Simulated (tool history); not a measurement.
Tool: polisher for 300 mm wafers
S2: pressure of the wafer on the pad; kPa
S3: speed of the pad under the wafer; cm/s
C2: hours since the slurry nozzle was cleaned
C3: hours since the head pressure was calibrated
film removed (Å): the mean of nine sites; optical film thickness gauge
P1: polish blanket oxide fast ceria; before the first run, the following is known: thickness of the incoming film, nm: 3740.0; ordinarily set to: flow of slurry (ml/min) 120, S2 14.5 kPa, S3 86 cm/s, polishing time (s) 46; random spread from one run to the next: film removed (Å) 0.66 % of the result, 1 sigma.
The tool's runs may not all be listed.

{"run": 1, "hour": 4.1, "flow of slurry (ml/min)": 120, "S2": 14.5, "S3": 86, "polishing time (s)": 46, "wafers polished on this pad": 359, "C2": 288.2, "C3": 682.7, "film removed (Å)": 5400.1}
{"run": 2, "hour": 8.7, "flow of slurry (ml/min)": 85, "S2": 14.5, "S3": 86, "polishing time (s)": 46, "wafers polished on this pad": 408, "C2": 292.8, "C3": 687.3, "film removed (Å)": 4979.8}
{"run": 3, "hour": 16.7, "flow of slurry (ml/min)": 120, "S2": 22.1, "S3": 86, "polishing time (s)": 46, "wafers polished on this pad": 493, "C2": 300.8, "C3": 695.3, "film removed (Å)": 8291.9}
{"run": 4, "hour": 24.9, "flow of slurry (ml/min)": 120, "S2": 14.5, "S3": 86, "polishing time (s)": 46, "wafers polished on this pad": 581, "C2": 309, "C3": 703.5, "film removed (Å)": 5384.6}
{"run": 5, "hour": 31.5, "flow of slurry (ml/min)": 120, "S2": 14.5, "S3": 86, "polishing time (s)": 46, "wafers polished on this pad": 652, "C2": 315.6, "C3": 710.1, "film removed (Å)": 5355}
{"run": 6, "hour": 40.4, "flow of slurry (ml/min)": 120, "S2": 14.5, "S3": 86, "polishing time (s)": 46, "wafers polished on this pad": 747, "C2": 324.5, "C3": 719, "film removed (Å)": 5419.4}
{"run": 7, "hour": 46.1, "flow of slurry (ml/min)": 120, "S2": 14.5, "S3": 48, "polishing time (s)": 46, "wafers polished on this pad": 808, "C2": 330.2, "C3": 724.7, "film removed (Å)": 3010.8}
{"run": 8, "hour": 53.0, "flow of slurry (ml/min)": 120, "S2": 14.5, "S3": 86, "polishing time (s)": 46, "wafers polished on this pad": 881, "C2": 337.1, "C3": 731.6, "film removed (Å)": 5413.6}
{"run": 9, "hour": 58.3, "flow of slurry (ml/min)": 120, "S2": 7.6, "S3": 86, "polishing time (s)": 46, "wafers polished on this pad": 938, "C2": 342.4, "C3": 736.9, "film removed (Å)": 2820.6}
{"run": 10, "hour": 66.3, "flow of slurry (ml/min)": 120, "S2": 14.5, "S3": 124, "polishing time (s)": 46, "wafers polished on this pad": 1023, "C2": 350.4, "C3": 744.9, "film removed (Å)": 7836.5}
{"run": 11, "hour": 71.0, "flow of slurry (ml/min)": 120, "S2": 14.5, "S3": 86, "polishing time (s)": 46, "wafers polished on this pad": 1074, "C2": 355.1, "C3": 749.6, "film removed (Å)": 5400.3}
{"run": 12, "hour": 75.0, "flow of slurry (ml/min)": 120, "S2": 14.5, "S3": 86, "polishing time (s)": 64, "wafers polished on this pad": 1116, "C2": 359.1, "C3": 753.6, "film removed (Å)": 7588.1}
{"run": 13, "hour": 79.7, "flow of slurry (ml/min)": 180, "S2": 14.5, "S3": 86, "polishing time (s)": 46, "wafers polished on this pad": 1167, "C2": 363.8, "C3": 758.3, "film removed (Å)": 5824.2}
{"run": 14, "hour": 86.9, "flow of slurry (ml/min)": 120, "S2": 14.5, "S3": 86, "polishing time (s)": 31, "wafers polished on this pad": 1244, "C2": 371, "C3": 765.5, "film removed (Å)": 3632.4}
{"run": 15, "hour": 92.5, "flow of slurry (ml/min)": 120, "S2": 14.5, "S3": 62, "polishing time (s)": 68, "wafers polished on this pad": 1303, "C2": 376.6, "C3": 771.1, "film removed (Å)": 5779.1}

Estimate the outcome of run 16 from the log above:
{"run": 16, "hour": 96.5, "flow of slurry (ml/min)": 120, "S2": 14.5, "S3": 86, "polishing time (s)": 46, "wafers polished on this pad": 1346, "C2": 380.6, "C3": 775.1, "film removed (Å)": "?"}

Run 16 produced film removed (Å) 5316.
